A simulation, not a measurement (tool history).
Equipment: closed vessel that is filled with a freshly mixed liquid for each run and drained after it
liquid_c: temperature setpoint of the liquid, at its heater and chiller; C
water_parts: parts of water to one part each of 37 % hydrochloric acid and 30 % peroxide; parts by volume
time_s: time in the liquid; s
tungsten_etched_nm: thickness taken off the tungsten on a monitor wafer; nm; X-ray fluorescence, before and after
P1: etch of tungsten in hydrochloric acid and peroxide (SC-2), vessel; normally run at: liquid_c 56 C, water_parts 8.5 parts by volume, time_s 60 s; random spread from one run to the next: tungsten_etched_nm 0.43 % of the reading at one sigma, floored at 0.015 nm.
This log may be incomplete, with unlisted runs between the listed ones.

run   hour  liquid_c  water_parts  time_s  hours since the thermometer was replaced  hours since the chemicals flow meter was replaced  hours since the drum of peroxide was connected  tungsten_etched_nm
  1    8.9        56          8.5      60                                     289.6                                               71.5                                           514.1              21.851
  2   16.5      70.5          8.5      60                                     297.2                                               79.1                                           521.7              53.491
  3   22.9        56          8.5      60                                     303.6                                               85.5                                           528.1              21.845
  4   34.1        56          8.5      60                                     314.8                                               96.7                                           539.3              21.992
  5   45.5      71.5            4      60                                     326.2                                              108.1                                           550.7               99.28
  6   53.8        56          8.5     110                                     334.5                                              116.4                                             559              40.239
  7   65.7        56            4      60                                     346.4                                              128.3                                           570.9              38.352
  8   78.7        56         11.5      90                                     359.4                                              141.3                                           583.9              25.272
  9   87.3        56          8.5      60                                       368                                              149.9                                           592.5               21.67
 10     99        56           15      60                                     379.7                                              161.6                                           604.2              13.453
 11  105.6      44.5            5      60                                     386.3                                              168.2                                           610.8              15.208
     108.5  -- chemicals flow meter replaced
 12    115        56          8.5      60                                     395.7                                                6.5                                           620.2              21.926
 13  125.4        56          8.5      30                                     406.1                                               16.9                                           630.6              10.881
 14  132.8      42.5          8.5      60                                     413.5                                               24.3                                             638              8.8475
 15  144.3        56          8.5      60                                       425                                               35.8                                           649.5              21.886
 16  154.7        56          8.5      60                                     435.4                                               46.2                                           659.9              22.547
 17  163.3        56          8.5      60                                       444                                               54.8                                           668.5              23.151
 18  169.7        56          8.5      60                                     450.4                                               61.2                                           674.9              23.035
 19  176.6        56          8.5      60                                     457.3                                               68.1                                           681.8              23.296
 20    186        56          8.5      60                                     466.7                                               77.5                                           691.2              23.528
 21  192.3        56          8.5      60                                       473                                               83.8                                           697.5              23.554
 22  200.6        56          8.5      60                                     481.3                                               92.1                                           705.8              23.676
 23  206.9        56          8.5      60                                     487.6                                               98.4                                           712.1              23.436
 24  214.5        56          8.5      60                                     495.2                                                106                                           719.7               23.61
 25  221.1        56          8.5      60                                     501.8                                              112.6                                           726.3              23.751
 26  229.3        56          8.5      60                                       510                                              120.8                                           734.5              23.729

The output of P1 has drifted from where it used to be. Each of the 2 causes below, taken at the size shown beside it, accounts for the log equally well:
A: chemicals flow above the setpoint (%) = 11
B: liquid hotter than its thermometer reads (K) = 1.31
Creep in the process output first set in at about hour 144.3.
Other possible causes, and why each is ruled out:
peroxide weaker than its label (%): can reach only 8, and even then tungsten_etched_nm would move by -7.3 %, too little or the wrong way

Which of the check runs below tells the causes apart, meaning the causes would give it clearly different results? Each run uses 2 wafers whose results are averaged, and each result is shown as a question mark.
check 1  237.5      67.5          8.5      60                                                                                                                                                                ?
check 2  237.5      42.5            4      60                                                                                                                                                                ?
check 3  237.5        48          8.5     110                                                                                                                                                                ?
check 4  237.5        45          8.5      60                                                                                                                                                                ?

What each check would give under each cause:
  check              result    if A    if B
check 1  tungsten_etched_nm   48.43  48.175
check 2  tungsten_etched_nm  16.537   16.92
check 3  tungsten_etched_nm  25.667  25.782
check 4  tungsten_etched_nm  11.411  11.482
Per check, the gap between the least separated pair of causes, taken in the result that splits them most: check 1 0.53 %; check 2 2.29 %; check 3 0.45 %; check 4 0.62 %
The other checks would show nearly matching results whichever cause is true, so check 2 is the only one that separates the causes.

Then check 2 was run and gave: tungsten_etched_nm 16.626 nm. Which cause is it?

The cause is A: chemicals flow above the setpoint (%).

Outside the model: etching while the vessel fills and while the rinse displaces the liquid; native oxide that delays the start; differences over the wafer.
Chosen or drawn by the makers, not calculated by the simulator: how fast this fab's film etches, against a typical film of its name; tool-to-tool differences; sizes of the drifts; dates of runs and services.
